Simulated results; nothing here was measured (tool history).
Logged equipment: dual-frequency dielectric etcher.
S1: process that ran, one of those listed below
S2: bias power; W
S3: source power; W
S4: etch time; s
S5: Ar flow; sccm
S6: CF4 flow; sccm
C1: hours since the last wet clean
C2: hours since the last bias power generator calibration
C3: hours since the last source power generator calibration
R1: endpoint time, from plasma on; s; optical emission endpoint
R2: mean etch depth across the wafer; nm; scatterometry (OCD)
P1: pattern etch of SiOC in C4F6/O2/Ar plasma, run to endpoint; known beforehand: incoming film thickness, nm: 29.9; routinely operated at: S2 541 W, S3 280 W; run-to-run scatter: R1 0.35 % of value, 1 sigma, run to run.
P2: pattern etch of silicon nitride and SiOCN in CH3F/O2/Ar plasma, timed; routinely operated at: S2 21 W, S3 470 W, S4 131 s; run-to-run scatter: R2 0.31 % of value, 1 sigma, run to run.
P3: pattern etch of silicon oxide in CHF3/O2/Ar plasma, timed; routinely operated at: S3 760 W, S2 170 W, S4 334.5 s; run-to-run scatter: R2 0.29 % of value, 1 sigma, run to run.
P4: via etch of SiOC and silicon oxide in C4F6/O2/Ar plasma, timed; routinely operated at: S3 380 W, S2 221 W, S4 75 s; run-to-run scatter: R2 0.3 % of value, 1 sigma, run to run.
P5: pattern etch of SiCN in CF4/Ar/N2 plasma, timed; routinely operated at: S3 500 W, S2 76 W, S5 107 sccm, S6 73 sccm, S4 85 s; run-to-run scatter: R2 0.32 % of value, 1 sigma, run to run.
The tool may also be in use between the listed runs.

run,hour,S1,S2,S3,S4,S5,S6,C1,C2,C3,R1,R2
1,4.5,P1,541,280,,,,159,1801.2,516.7,11.058,
2,7.9,P3,170,760,440.5,,,162.4,1804.6,520.1,,933.47
3,13,P1,541,280,,,,167.5,1809.7,525.2,11.009,
4,19.9,P1,541,280,,,,174.4,1816.6,532.1,11.089,
5,25.7,P1,541,190,,,,180.2,1822.4,537.9,12.739,
# hour 26.8: wet clean of the chamber
6,30,P5,76,500,85,107,73,3.3,1826.7,542.2,,84.336
7,34.7,P5,76,500,127.5,107,73,8,1831.4,546.9,,126.34
8,38.7,P4,221,380,75,,,12,1835.4,550.9,,86.003
9,46.1,P3,170,760,334.5,,,19.4,1842.8,558.3,,709.04
10,49.8,P1,541,280,,,,23.1,1846.5,562,11.026,
11,55.4,P1,541,280,,,,28.7,1852.1,567.6,11.073,
12,61.3,P1,541,280,,,,34.6,1858,573.5,11.075,
13,65.8,P5,76,500,85,144,73,39.1,1862.5,578,,80.304
14,72.8,P4,221,380,55.5,,,46.1,1869.5,585,,63.553
15,78,P1,541,370,,,,51.3,1874.7,590.2,9.9388,
16,83.5,P1,431,360,,,,56.8,1880.2,595.7,11.014,
17,87,P4,221,540,75,,,60.3,1883.7,599.2,,98.564
18,93.9,P2,21,470,131,,,67.2,1890.6,606.1,,18.512
19,100.2,P2,21,470,72,,,73.5,1896.9,612.4,,10.196
20,104.8,P2,25,470,131,,,78.1,1901.5,617,,19.982
21,108.2,P5,76,500,85,107,57,81.5,1904.9,620.4,,80.864
22,111.6,P4,134,380,75,,,84.9,1908.3,623.8,,73.235
23,115.7,P1,338,280,,,,89,1912.4,627.9,13.153,
24,122.3,P3,170,590,334.5,,,95.6,1919,634.5,,642.67
25,126.8,P1,704,280,,,,100.1,1923.5,639,9.9469,
26,131.1,P2,21,310,131,,,104.4,1927.8,643.3,,16.088
27,137,P3,114,760,334.5,,,110.3,1933.7,649.2,,628.7
28,142.6,P5,92,500,85,107,73,115.9,1939.3,654.8,,90.586
29,146.4,P5,76,680,85,107,73,119.7,1943.1,658.6,,110.7
30,151.3,P1,541,280,,,,124.6,1948,663.5,10.998,
31,157.7,P1,541,280,,,,131,1954.4,669.9,11.124,
32,162.7,P1,541,280,,,,136,1959.4,674.9,11.151,
# hour 169.9: wet clean of the chamber
33,170.3,P1,541,280,,,,0.5,1967,682.5,11.224,
34,175.9,P1,541,280,,,,6.1,1972.6,688.1,11.138,
35,179.4,P1,541,280,,,,9.6,1976.1,691.6,11.284,
36,184.4,P1,541,280,,,,14.6,1981.1,696.6,11.261,
37,191.7,P1,541,280,,,,21.9,1988.4,703.9,11.32,

P1 has crept away from where it was. The log is fitted equally well by each of these 2 causes, at the sizes shown:
A: bias power that arrives under what is set, % = 4.69
B: source power that arrives under what is set, % = 4.91
The creep began at about hour 151.3.
Other possible causes, and why each is ruled out:
chamber walls in a state that lowers the etch rate, %: serviced at hour 169.9, which brought nothing back

Which of the 4 check runs listed below separates the causes, so that each cause would produce a clearly different result? Each run uses one wafer, and its results are marked with question marks.
check 1,199,P2,25,470,95.5,,,,,,,?
check 2,199,P5,76,500,110.5,107,73,,,,,?
check 3,199,P3,122,640,334.5,,,,,,,?
check 4,199,P4,221,500,75,,,,,,,?

What every check run would give for each of its results, assuming each possible cause in turn:
check,result,if A,if B
check 1,R2,14.246,14.306
check 2,R2,107.85,104.93
check 3,R2,587.64,584.66
check 4,R2,93.865,93.532
Smallest distance between any two causes, each pair judged by its most separating result, in per cent: check 1 0.42 %; check 2 2.75 %; check 3 0.51 %; check 4 0.36 %
Only check 2 tells the causes apart: in the others they would give nearly the same result.

After running check 2, the following was obtained: R2 104.43 nm. Which cause does this point to?

B is the cause: source power that arrives under what is set, %.

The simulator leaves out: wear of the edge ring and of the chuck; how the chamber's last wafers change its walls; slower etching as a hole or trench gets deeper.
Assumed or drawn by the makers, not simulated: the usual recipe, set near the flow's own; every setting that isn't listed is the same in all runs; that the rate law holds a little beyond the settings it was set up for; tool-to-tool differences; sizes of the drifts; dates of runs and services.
